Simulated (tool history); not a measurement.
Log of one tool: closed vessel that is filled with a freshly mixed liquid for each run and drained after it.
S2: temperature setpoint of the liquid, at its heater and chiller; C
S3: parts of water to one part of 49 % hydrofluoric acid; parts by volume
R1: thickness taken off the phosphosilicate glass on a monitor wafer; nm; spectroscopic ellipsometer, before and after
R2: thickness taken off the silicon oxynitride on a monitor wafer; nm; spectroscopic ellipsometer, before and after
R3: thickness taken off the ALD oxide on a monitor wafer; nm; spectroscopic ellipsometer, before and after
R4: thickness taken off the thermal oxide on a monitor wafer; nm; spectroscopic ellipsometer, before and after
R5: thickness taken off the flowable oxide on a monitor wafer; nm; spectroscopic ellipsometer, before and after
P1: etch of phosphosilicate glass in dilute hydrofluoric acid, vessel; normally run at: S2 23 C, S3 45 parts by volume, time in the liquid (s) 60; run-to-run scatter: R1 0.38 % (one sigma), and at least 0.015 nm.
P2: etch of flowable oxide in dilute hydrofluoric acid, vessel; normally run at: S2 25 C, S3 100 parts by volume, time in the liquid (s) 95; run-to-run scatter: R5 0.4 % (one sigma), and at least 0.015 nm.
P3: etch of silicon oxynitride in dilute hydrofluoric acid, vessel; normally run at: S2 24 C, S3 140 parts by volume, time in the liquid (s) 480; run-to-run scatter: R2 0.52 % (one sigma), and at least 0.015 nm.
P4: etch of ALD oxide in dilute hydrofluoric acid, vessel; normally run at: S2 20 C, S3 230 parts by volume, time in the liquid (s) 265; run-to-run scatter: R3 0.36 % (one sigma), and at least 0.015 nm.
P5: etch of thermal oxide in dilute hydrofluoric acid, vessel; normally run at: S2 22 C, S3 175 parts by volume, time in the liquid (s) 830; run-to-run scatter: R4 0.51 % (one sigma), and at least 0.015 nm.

run 1 hour=4.6 | process_that_ran=P1 S2=23 S3=45 time_in_the_liquid_(s)=60 | R1=88.355
run 2 hour=8.5 | process_that_ran=P3 S2=32 S3=140 time_in_the_liquid_(s)=480 | R2=18.736
run 3 hour=12.6 | process_that_ran=P4 S2=20 S3=230 time_in_the_liquid_(s)=265 | R3=14.4020
run 4 hour=16.6 | process_that_ran=P3 S2=24 S3=65 time_in_the_liquid_(s)=480 | R2=29.708
run 5 hour=18.9 | process_that_ran=P1 S2=17 S3=60 time_in_the_liquid_(s)=60 | R1=50.185
run 6 hour=21.7 | process_that_ran=P4 S2=20 S3=390 time_in_the_liquid_(s)=265 | R3=7.3467
run 7 hour=23.9 | process_that_ran=P4 S2=17 S3=230 time_in_the_liquid_(s)=265 | R3=12.7350
-- hour=25.7 hydrofluoric acid flow meter replaced
run 8 hour=26.2 | process_that_ran=P5 S2=22 S3=45 time_in_the_liquid_(s)=830 | R4=81.810
run 9 hour=28.9 | process_that_ran=P5 S2=22 S3=175 time_in_the_liquid_(s)=1550 | R4=33.988
run 10 hour=31.3 | process_that_ran=P1 S2=28 S3=45 time_in_the_liquid_(s)=60 | R1=108.000
run 11 hour=34.7 | process_that_ran=P1 S2=23 S3=45 time_in_the_liquid_(s)=60 | R1=88.145
run 12 hour=38.8 | process_that_ran=P1 S2=23 S3=45 time_in_the_liquid_(s)=60 | R1=87.697
run 13 hour=42.5 | process_that_ran=P1 S2=23 S3=45 time_in_the_liquid_(s)=60 | R1=87.659
run 14 hour=45.8 | process_that_ran=P3 S2=24 S3=140 time_in_the_liquid_(s)=480 | R2=13.105
run 15 hour=50.1 | process_that_ran=P1 S2=17 S3=25 time_in_the_liquid_(s)=60 | R1=125.950
run 16 hour=52.9 | process_that_ran=P2 S2=25 S3=100 time_in_the_liquid_(s)=95 | R5=40.256
run 17 hour=57.1 | process_that_ran=P2 S2=25 S3=100 time_in_the_liquid_(s)=55 | R5=23.255
run 18 hour=60.2 | process_that_ran=P1 S2=23 S3=45 time_in_the_liquid_(s)=60 | R1=88.260
run 19 hour=64.6 | process_that_ran=P2 S2=25 S3=30 time_in_the_liquid_(s)=95 | R5=147.970
run 20 hour=67.7 | process_that_ran=P1 S2=23 S3=45 time_in_the_liquid_(s)=60 | R1=88.257
run 21 hour=71.1 | process_that_ran=P5 S2=17 S3=175 time_in_the_liquid_(s)=830 | R4=14.900
run 22 hour=74.7 | process_that_ran=P1 S2=23 S3=70 time_in_the_liquid_(s)=60 | R1=54.642
run 23 hour=77.8 | process_that_ran=P1 S2=19 S3=45 time_in_the_liquid_(s)=60 | R1=74.414
run 24 hour=81.4 | process_that_ran=P1 S2=23 S3=20 time_in_the_liquid_(s)=60 | R1=205.310
run 25 hour=84.6 | process_that_ran=P4 S2=20 S3=230 time_in_the_liquid_(s)=495 | R3=26.8850
run 26 hour=87.3 | process_that_ran=P1 S2=23 S3=45 time_in_the_liquid_(s)=100 | R1=146.490
run 27 hour=90.0 | process_that_ran=P2 S2=21 S3=100 time_in_the_liquid_(s)=95 | R5=34.318
run 28 hour=94.0 | process_that_ran=P5 S2=22 S3=175 time_in_the_liquid_(s)=830 | R4=18.124
run 29 hour=97.7 | process_that_ran=P3 S2=24 S3=140 time_in_the_liquid_(s)=855 | R2=23.160
run 30 hour=100.1 | process_that_ran=P1 S2=23 S3=45 time_in_the_liquid_(s)=30 | R1=44.036
run 31 hour=102.4 | process_that_ran=P1 S2=23 S3=45 time_in_the_liquid_(s)=60 | R1=88.097
run 32 hour=104.5 | process_that_ran=P1 S2=23 S3=45 time_in_the_liquid_(s)=60 | R1=91.008
run 33 hour=108.1 | process_that_ran=P1 S2=23 S3=45 time_in_the_liquid_(s)=60 | R1=92.973
run 34 hour=110.4 | process_that_ran=P1 S2=23 S3=45 time_in_the_liquid_(s)=60 | R1=93.785
run 35 hour=113.0 | process_that_ran=P1 S2=23 S3=45 time_in_the_liquid_(s)=60 | R1=94.541
run 36 hour=117.6 | process_that_ran=P1 S2=23 S3=45 time_in_the_liquid_(s)=60 | R1=95.183
run 37 hour=121.8 | process_that_ran=P1 S2=23 S3=45 time_in_the_liquid_(s)=60 | R1=94.474

What P1 gives has crept away from where it was. These 2 causes fit the log equally well, each at the size given:
A: hydrofluoric acid flow above the setpoint (%) = 7.54
B: liquid hotter than its thermometer reads (K) = 1.86
The creep began at about hour 102.4.

4 check runs are offered, one wafer each, their results left as question marks. Which one tells the causes apart?
run check 1 hour=126.0 | process_that_ran=P3 S2=27 S3=140 time_in_the_liquid_(s)=720 | R2=?
run check 2 hour=126.0 | process_that_ran=P5 S2=22 S3=55 time_in_the_liquid_(s)=830 | R4=?
run check 3 hour=126.0 | process_that_ran=P4 S2=20 S3=375 time_in_the_liquid_(s)=420 | R3=?
run check 4 hour=126.0 | process_that_ran=P2 S2=22 S3=35 time_in_the_liquid_(s)=95 | R5=?

What each check would give under each cause:
check=check_1 result=R2 if_A=24.363 if_B=24.393
check=check_2 result=R4 if_A=71.573 if_B=71.522
check=check_3 result=R3 if_A=13.4410 if_B=13.0370
check=check_4 result=R5 if_A=118.960 if_B=119.250
How far apart the two closest causes lie, in the result that separates them most: check 1 0.12 %; check 2 0.07 %; check 3 3.05 %; check 4 0.24 %
Only check 3 tells the causes apart: in the others they would give nearly the same result.

Check 3 was then run and gave: R3 13.0030 nm. Which cause is it?

It is B: liquid hotter than its thermometer reads (K).

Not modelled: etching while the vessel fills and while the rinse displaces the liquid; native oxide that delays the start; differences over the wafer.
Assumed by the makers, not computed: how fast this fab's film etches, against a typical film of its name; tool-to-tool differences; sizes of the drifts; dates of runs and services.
